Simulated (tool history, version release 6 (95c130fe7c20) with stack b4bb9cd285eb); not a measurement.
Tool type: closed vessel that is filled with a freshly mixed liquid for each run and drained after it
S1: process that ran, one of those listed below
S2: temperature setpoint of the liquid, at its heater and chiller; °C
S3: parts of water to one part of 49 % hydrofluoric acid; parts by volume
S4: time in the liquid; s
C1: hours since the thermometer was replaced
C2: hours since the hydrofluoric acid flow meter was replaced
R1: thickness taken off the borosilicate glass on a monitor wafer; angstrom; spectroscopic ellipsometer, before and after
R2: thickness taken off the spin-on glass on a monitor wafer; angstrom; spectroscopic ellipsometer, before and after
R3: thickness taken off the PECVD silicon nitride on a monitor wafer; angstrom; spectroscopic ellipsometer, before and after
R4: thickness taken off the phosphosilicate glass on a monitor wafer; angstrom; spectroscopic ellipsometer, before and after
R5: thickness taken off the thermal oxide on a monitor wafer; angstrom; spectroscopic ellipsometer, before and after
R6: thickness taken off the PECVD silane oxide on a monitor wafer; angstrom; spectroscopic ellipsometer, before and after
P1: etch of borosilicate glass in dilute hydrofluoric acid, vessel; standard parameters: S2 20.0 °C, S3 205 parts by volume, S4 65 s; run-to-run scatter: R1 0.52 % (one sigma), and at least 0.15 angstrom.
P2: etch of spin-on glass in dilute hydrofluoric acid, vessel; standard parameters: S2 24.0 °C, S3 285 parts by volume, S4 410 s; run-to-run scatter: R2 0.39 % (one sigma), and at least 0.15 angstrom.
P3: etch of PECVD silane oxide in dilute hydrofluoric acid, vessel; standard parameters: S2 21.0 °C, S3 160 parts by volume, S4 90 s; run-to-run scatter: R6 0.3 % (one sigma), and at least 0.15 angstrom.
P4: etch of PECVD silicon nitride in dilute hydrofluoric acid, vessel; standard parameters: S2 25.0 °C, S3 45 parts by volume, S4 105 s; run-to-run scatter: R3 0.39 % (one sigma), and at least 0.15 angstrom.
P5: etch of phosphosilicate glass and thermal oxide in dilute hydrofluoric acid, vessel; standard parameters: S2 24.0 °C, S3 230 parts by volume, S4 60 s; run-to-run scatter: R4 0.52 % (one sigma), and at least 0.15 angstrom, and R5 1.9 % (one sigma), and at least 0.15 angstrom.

| run | day | S1 | S2 | S3 | S4 | C1 | C2 | R1 | R2 | R3 | R4 | R5 | R6 |
|---|---|---|---|---|---|---|---|---|---|---|---|---|---|
| 1 | 0.212 | P1 | 20.0 | 205 | 65 | 304.7 | 175.5 | 116.740 |  |  |  |  |  |
| 2 | 0.304 | P1 | 20.0 | 205 | 65 | 306.9 | 177.7 | 116.490 |  |  |  |  |  |
| 3 | 0.467 | P1 | 26.5 | 205 | 125 | 310.8 | 181.6 | 283.510 |  |  |  |  |  |
| 4 | 0.662 | P1 | 27.5 | 205 | 65 | 315.5 | 186.3 | 154.190 |  |  |  |  |  |
| 5 | 0.804 | P2 | 24.0 | 70 | 410 | 318.9 | 189.7 |  | 2476.90 |  |  |  |  |
| 6 | 0.938 | P4 | 25.0 | 45 | 105 | 322.1 | 192.9 |  |  | 70.441 |  |  |  |
| 7 | 1.038 | P2 | 18.0 | 285 | 410 | 324.5 | 195.3 |  | 379.90 |  |  |  |  |
| 8 | 1.250 | P1 | 20.0 | 205 | 30 | 329.6 | 200.4 | 53.878 |  |  |  |  |  |
| 9 | 1.417 | P1 | 20.0 | 205 | 65 | 333.6 | 204.4 | 115.790 |  |  |  |  |  |
| 10 | 1.629 | P5 | 24.0 | 230 | 115 | 338.7 | 209.5 |  |  |  | 522.51 | 21.4200 |  |
| 11 | 1.738 | P5 | 24.0 | 230 | 60 | 341.3 | 212.1 |  |  |  | 272.53 | 10.9190 |  |
| 12 | 1.904 | P1 | 20.0 | 345 | 65 | 345.3 | 216.1 | 60.004 |  |  |  |  |  |
| 13 | 2.067 | P3 | 21.0 | 160 | 165 | 349.2 | 220.0 |  |  |  |  |  | 262.910 |
| 14 | 2.188 | P1 | 17.0 | 205 | 65 | 352.1 | 222.9 | 103.160 |  |  |  |  |  |
| 15 | 2.308 | P1 | 20.0 | 205 | 65 | 355.0 | 225.8 | 116.590 |  |  |  |  |  |
| 16 | 2.425 | P1 | 20.0 | 205 | 110 | 357.8 | 228.6 | 196.440 |  |  |  |  |  |
| 17 | 2.592 | P4 | 33.5 | 45 | 105 | 361.8 | 232.6 |  |  | 121.300 |  |  |  |
| 18 | 2.762 | P1 | 20.0 | 205 | 65 | 365.9 | 236.7 | 117.420 |  |  |  |  |  |
| 19 | 2.867 | P3 | 21.0 | 270 | 90 | 368.4 | 239.2 |  |  |  |  |  | 75.975 |
| 20 | 2.971 | P5 | 17.0 | 230 | 60 | 370.9 | 241.7 |  |  |  | 208.63 | 8.3826 |  |
| 21 | 3.171 | P1 | 24.0 | 205 | 35 | 375.7 | 246.5 | 73.714 |  |  |  |  |  |
| 22 | 3.283 | P2 | 24.0 | 285 | 410 | 378.4 | 249.2 |  | 477.56 |  |  |  |  |
| 23 | 3.488 | P4 | 25.0 | 75 | 105 | 383.3 | 254.1 |  |  | 42.288 |  |  |  |
| 24 | 3.608 | P2 | 24.0 | 285 | 410 | 386.2 | 257.0 |  | 475.16 |  |  |  |  |
| 25 | 3.750 | P3 | 17.0 | 160 | 90 | 389.6 | 260.4 |  |  |  |  |  | 122.650 |
| 26 | 3.888 | P4 | 25.0 | 45 | 190 | 392.9 | 263.7 |  |  | 127.020 |  |  |  |
| 27 | 4.054 | P5 | 24.0 | 420 | 60 | 396.9 | 267.7 |  |  |  | 124.12 | 5.3179 |  |
| 28 | 4.158 | P2 | 24.0 | 285 | 745 | 399.4 | 270.2 |  | 864.75 |  |  |  |  |
| 29 | 4.358 | P1 | 20.0 | 130 | 65 | 404.2 | 275.0 | 197.120 |  |  |  |  |  |
| 30 | 4.533 | P3 | 21.0 | 160 | 90 | 408.4 | 279.2 |  |  |  |  |  | 143.430 |
| 31 | 4.725 | P4 | 25.0 | 45 | 105 | 413.0 | 283.8 |  |  | 70.179 |  |  |  |
| 32 | 4.883 | P1 | 20.0 | 205 | 65 | 416.8 | 287.6 | 115.520 |  |  |  |  |  |
| 33 | 5.071 | P1 | 20.0 | 205 | 65 | 421.3 | 292.1 | 119.510 |  |  |  |  |  |
| 34 | 5.179 | P1 | 20.0 | 205 | 65 | 423.9 | 294.7 | 119.220 |  |  |  |  |  |
| 35 | 5.288 | P1 | 20.0 | 205 | 65 | 426.5 | 297.3 | 121.650 |  |  |  |  |  |

Forecast run 36:
| 36 | 5.454 | P1 | 20.0 | 205 | 65 | 430.5 | 301.3 | ? |  |  |  |  |  |

R1: 121.460 angstrom
